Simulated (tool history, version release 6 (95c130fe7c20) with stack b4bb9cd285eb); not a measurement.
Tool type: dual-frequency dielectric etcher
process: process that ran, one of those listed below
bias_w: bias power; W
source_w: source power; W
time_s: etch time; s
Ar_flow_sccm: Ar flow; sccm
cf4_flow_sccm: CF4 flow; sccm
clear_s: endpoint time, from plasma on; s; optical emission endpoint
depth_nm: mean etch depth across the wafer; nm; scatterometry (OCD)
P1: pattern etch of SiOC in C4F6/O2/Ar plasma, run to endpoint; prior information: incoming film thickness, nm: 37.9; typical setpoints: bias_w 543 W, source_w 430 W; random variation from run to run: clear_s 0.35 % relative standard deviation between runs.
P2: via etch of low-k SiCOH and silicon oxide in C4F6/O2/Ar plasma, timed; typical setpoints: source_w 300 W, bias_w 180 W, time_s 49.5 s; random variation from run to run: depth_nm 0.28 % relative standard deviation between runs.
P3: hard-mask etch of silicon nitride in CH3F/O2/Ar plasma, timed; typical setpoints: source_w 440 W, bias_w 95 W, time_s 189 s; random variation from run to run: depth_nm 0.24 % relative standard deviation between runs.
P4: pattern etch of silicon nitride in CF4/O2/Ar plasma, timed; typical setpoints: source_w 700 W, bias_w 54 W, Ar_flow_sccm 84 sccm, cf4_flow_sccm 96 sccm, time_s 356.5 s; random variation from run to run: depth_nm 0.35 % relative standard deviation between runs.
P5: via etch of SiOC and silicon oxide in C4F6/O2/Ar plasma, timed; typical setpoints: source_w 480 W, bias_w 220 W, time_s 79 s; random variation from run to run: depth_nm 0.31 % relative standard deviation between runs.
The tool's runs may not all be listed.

run,day,process,bias_w,source_w,time_s,Ar_flow_sccm,cf4_flow_sccm,clear_s,depth_nm
1,0.138,P1,543,430,,,,12.158,
2,0.296,P5,220,290,79,,,,84.52
3,0.479,P4,54,700,356.5,50,96,,982.75
4,0.633,P5,220,480,79,,,,102.64
5,0.738,P2,180,300,36.5,,,,81.995
6,0.888,P4,54,700,356.5,84,121,,954.46
7,1.062,P5,311,480,79,,,,114.88
8,1.225,P1,543,570,,,,11.013,
9,1.317,P1,543,430,,,,12.167,
10,1.425,P1,652,430,,,,11.33,
# day 1.538: wet clean of the chamber
11,1.567,P1,543,280,,,,14.221,
12,1.754,P2,180,300,49.5,,,,111.06
13,1.933,P5,220,480,96.5,,,,124.06
14,2.083,P1,348,430,,,,14.348,
15,2.221,P1,543,430,,,,12.164,
16,2.396,P4,74,700,356.5,84,96,,1052.8
17,2.562,P1,747,320,,,,11.977,
18,2.662,P4,54,700,356.5,84,96,,937.25
19,2.775,P1,543,430,,,,12.156,
20,2.954,P3,120,440,189,,,,165.35
21,3.046,P2,218,300,49.5,,,,117.92
22,3.2,P4,54,410,356.5,84,96,,585.94
23,3.288,P5,220,480,79,,,,101.91
24,3.442,P3,95,440,189,,,,151.58

What will run 25 give?
25,3.554,P3,95,610,189,,,,?

depth_nm: 170.64 nm
